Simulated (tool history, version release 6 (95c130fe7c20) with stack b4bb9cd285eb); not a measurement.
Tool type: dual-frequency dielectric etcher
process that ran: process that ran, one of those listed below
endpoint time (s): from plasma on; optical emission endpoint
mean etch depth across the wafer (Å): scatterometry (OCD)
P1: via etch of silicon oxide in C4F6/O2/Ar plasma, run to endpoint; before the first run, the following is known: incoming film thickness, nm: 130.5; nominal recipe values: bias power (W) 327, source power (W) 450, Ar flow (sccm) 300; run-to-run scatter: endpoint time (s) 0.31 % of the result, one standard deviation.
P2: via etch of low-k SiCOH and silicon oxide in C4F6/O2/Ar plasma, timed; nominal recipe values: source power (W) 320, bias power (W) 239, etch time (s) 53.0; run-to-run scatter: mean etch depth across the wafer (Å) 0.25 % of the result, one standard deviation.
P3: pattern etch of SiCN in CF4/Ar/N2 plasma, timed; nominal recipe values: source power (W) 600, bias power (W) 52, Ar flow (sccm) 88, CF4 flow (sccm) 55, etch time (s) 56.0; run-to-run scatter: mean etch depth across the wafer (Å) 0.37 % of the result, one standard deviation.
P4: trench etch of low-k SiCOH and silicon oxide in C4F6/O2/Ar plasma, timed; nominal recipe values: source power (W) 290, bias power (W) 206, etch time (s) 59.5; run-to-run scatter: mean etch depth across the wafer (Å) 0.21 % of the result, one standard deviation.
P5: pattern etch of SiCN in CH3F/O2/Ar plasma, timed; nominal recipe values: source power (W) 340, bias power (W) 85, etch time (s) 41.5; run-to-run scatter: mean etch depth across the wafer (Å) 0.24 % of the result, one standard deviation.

run     day  process that ran  bias power (W)  source power (W)  Ar flow (sccm)  etch time (s)  CF4 flow (sccm)  endpoint time (s)  mean etch depth across the wafer (Å)
  1   0.504                P1             327               450             300                                             32.163
  2   0.804                P5              85               340                           26.5                                                                    99.281
  3   1.150                P3              52               600              88           35.0               55                                                  330.060
  4   1.675                P4             288               290                           59.5                                                                  1996.500
  5   2.096                P3              52               600              88           56.0               55                                                  530.320
  6   2.512                P5              85               340                           41.5                                                                   154.690
  7   2.888                P4             206               390                           59.5                                                                  1992.400
  8   3.171                P1             327               330             300                                             36.083
  9   3.450                P5              63               340                           41.5                                                                   139.750
 10   3.738                P3              74               600              88           56.0               55                                                  593.810
 11   4.112                P5              85               220                           41.5                                                                   132.730
 12   4.492                P1             327               450             216                                             30.950
 13   4.833                P3              52               600              88           56.0               33                                                  481.880
 14   5.108                P2             239               320                           67.0                                                                  1947.800
 15   5.442                P1             390               450             300                                             30.011
 16   5.879                P3              52               420              88           56.0               55                                                  385.570
 17   6.392                P4             206               290                           45.0                                                                  1343.600
 18   6.871                P1             327               450             414                                             33.177
 19   7.275                P3              52               600             120           56.0               55                                                  501.350
 20   7.667                P2             239               450                           53.0                                                                  1769.100
 21   8.229                P4             206               290                           59.5                                                                  1777.000
 22   8.504                P1             327               450             300                                             31.903
 23   8.829                P1             327               450             300                                             32.002
 24   9.188                P1             327               450             300                                             32.095
 25   9.533                P2             239               320                           53.0                                                                  1544.800
 26   9.821                P1             327               560             300                                             29.398
 27  10.112                P1             327               450             300                                             32.184
 28  10.396                P4             206               290                           59.5                                                                  1777.200
 29  10.838                P2             147               320                           53.0                                                                  1319.500
 30  11.142                P1             263               450             300                                             34.622
 31  11.546                P1             327               350             201                                             33.797
 32  11.833                P5              85               340                           41.5                                                                   155.860
 33  12.183                P1             327               450             300                                             32.226
 34  12.542                P1             327               450             300                                             32.351
 35  12.996                P1             327               450             300                                             32.567
 36  13.438                P1             327               450             300                                             32.597
     13.971  -- Ar flow controller replaced
 37  13.983                P1             327               450             300                                             32.563
     14.129  -- wet clean of the chamber
 38  14.567                P1             327               450             300                                             32.708
 39  14.954                P1             327               450             300                                             32.638

The output of P1 has drifted from where it used to be. Each of the 2 causes below, taken at the size shown beside it, accounts for the log equally well:
A: source power that arrives under what is set, % = 3.98
B: bias power that arrives under what is set, % = 4.33
The process output started creeping at around day 12.183.
What rules out each remaining cause:
chamber walls in a state that lowers the etch rate, %: work on it at day 14.129, done after the drift set in, did not restore what the process gave before
Ar flow that arrives over what is set, %: work on it at day 13.971, done after the drift set in, did not restore what the process gave before

Each of the check runs listed below is run on 2 wafers and reports their average, with the results left as question marks. Pick the one under which the possible causes would lead to clearly different results.
check 1  15.342                P5              85               230                           41.5                                                                         ?
check 2  15.342                P3              68               600              88           56.0               55                                                        ?
check 3  15.342                P4             206               340                           59.5                                                                         ?
check 4  15.342                P2             185               320                           66.5                                                                         ?

What each check would give under each cause:
  check                                result      if A      if B
check 1  mean etch depth across the wafer (Å)   132.510   132.280
check 2  mean etch depth across the wafer (Å)   558.330   570.000
check 3  mean etch depth across the wafer (Å)  1863.100  1865.200
check 4  mean etch depth across the wafer (Å)  1752.700  1755.300
Distance between the nearest two causes, measured in the result of the check that separates them most: check 1 0.18 %; check 2 2.07 %; check 3 0.11 %; check 4 0.15 %
Only check 2 tells the causes apart: in the others they would give nearly the same result.

Running check 2 produced the following: mean etch depth across the wafer (Å) 558.080. Which one of the listed causes fits?

It was cause A: source power that arrives under what is set, %.
